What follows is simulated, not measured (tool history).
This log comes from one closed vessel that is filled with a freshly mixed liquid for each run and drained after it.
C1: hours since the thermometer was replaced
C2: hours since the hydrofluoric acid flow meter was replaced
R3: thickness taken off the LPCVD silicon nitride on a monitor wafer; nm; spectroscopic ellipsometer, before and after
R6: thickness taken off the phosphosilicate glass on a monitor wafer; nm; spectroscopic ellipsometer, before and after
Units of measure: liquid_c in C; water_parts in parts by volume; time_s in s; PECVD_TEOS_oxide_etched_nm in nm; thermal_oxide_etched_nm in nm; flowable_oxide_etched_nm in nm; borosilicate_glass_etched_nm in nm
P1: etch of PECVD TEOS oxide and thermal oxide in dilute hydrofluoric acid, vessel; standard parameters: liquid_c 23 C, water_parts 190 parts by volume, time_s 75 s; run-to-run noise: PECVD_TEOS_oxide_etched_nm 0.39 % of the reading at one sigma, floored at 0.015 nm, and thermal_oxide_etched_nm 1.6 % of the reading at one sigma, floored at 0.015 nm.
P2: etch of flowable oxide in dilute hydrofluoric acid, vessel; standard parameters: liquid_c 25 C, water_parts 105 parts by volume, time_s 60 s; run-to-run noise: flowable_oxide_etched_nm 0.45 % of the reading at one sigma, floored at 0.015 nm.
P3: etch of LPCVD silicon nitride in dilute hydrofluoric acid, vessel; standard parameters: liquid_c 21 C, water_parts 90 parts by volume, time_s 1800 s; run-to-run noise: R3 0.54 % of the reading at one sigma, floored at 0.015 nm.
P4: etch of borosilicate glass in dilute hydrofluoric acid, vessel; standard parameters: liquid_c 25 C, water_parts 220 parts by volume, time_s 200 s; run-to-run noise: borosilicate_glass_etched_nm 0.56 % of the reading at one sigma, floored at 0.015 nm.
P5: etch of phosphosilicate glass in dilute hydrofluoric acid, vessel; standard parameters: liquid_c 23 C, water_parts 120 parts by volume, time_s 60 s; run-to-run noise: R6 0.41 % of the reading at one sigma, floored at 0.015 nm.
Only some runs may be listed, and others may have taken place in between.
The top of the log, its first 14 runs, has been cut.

run 15 hour=183.3 | process=P2 liquid_c=25 water_parts=65 time_s=60 | C1=1496.9 C2=953.4 | flowable_oxide_etched_nm=50.509
run 16 hour=199.5 | process=P2 liquid_c=25 water_parts=105 time_s=95 | C1=1513.1 C2=969.6 | flowable_oxide_etched_nm=47.437
run 17 hour=210.3 | process=P1 liquid_c=23 water_parts=190 time_s=75 | C1=1523.9 C2=980.4 | PECVD_TEOS_oxide_etched_nm=6.0622 thermal_oxide_etched_nm=1.6759
run 18 hour=226.2 | process=P5 liquid_c=23 water_parts=120 time_s=30 | C1=1539.8 C2=996.3 | R6=22.675
run 19 hour=239.3 | process=P3 liquid_c=21 water_parts=90 time_s=1800 | C1=1552.9 C2=1009.4 | R3=7.7281
run 20 hour=247.8 | process=P2 liquid_c=25 water_parts=105 time_s=60 | C1=1561.4 C2=1017.9 | flowable_oxide_etched_nm=30.181
run 21 hour=255.9 | process=P3 liquid_c=21 water_parts=90 time_s=1800 | C1=1569.5 C2=1026 | R3=7.7036
run 22 hour=266.2 | process=P1 liquid_c=23 water_parts=190 time_s=140 | C1=1579.8 C2=1036.3 | PECVD_TEOS_oxide_etched_nm=11.294 thermal_oxide_etched_nm=3.1055
-- hour=278.9 hydrofluoric acid flow meter replaced
run 23 hour=282.7 | process=P4 liquid_c=25 water_parts=45 time_s=200 | C1=1596.3 C2=3.8 | borosilicate_glass_etched_nm=254.82
run 24 hour=295.2 | process=P1 liquid_c=19 water_parts=190 time_s=75 | C1=1608.8 C2=16.3 | PECVD_TEOS_oxide_etched_nm=5.2377 thermal_oxide_etched_nm=1.4648
run 25 hour=310.3 | process=P1 liquid_c=23 water_parts=70 time_s=75 | C1=1623.9 C2=31.4 | PECVD_TEOS_oxide_etched_nm=18.837 thermal_oxide_etched_nm=5.1899

The next listed run, before its measurement:
run 26 hour=326 | process=P1 liquid_c=17 water_parts=190 time_s=120 | C1=1639.6 C2=47.1 | PECVD_TEOS_oxide_etched_nm=? thermal_oxide_etched_nm=?

Run 26 produced PECVD_TEOS_oxide_etched_nm 7.7061 nm, thermal_oxide_etched_nm 2.1354 nm.
